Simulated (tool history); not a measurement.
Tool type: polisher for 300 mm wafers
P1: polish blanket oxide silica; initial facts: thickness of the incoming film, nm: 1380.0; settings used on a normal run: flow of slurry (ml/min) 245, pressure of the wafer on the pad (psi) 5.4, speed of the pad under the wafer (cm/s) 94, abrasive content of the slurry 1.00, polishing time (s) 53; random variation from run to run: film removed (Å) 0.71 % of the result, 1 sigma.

run,hour,flow of slurry (ml/min),pressure of the wafer on the pad (psi),speed of the pad under the wafer (cm/s),abrasive content of the slurry,polishing time (s),film removed (Å)
1,7.4,245,5.4,94,1.00,53,1633.40
2,22.6,160,5.4,94,1.00,69,1993.00
3,35.7,245,5.4,94,1.00,53,1645.40
4,50.5,145,5.4,94,1.00,53,1510.90
5,59.0,170,5.4,94,1.00,33,966.34
6,68.3,245,5.4,94,1.00,53,1629.10
7,82.3,370,5.4,94,1.00,53,1707.50
8,91.0,245,5.4,44,1.00,53,905.48
9,105.7,245,5.4,94,1.00,79,2416.60
10,117.3,245,5.4,94,0.55,53,1183.20
11,130.9,245,5.4,94,1.00,53,1633.50
12,144.1,145,5.4,94,0.60,53,1174.60
13,157.5,245,5.4,136,1.00,53,2186.70
# hour 168.0: conditioning disc replaced and pad reconditioned
14,170.7,245,5.4,94,1.00,53,1620.40
# hour 173.2: slurry blender recalibrated
15,186.5,245,5.4,94,1.00,53,1648.10
16,200.1,245,5.4,94,1.25,53,1816.50
17,214.5,245,7.9,94,1.00,53,2377.30
18,228.1,245,5.4,94,1.00,29,880.01
19,237.4,245,5.4,94,1.00,53,1636.40

Estimate the outcome of run 20 from the log above:
20,247.9,245,3.5,94,1.00,53,?

{"run 20": {"film removed (Å)": 1066.4}}
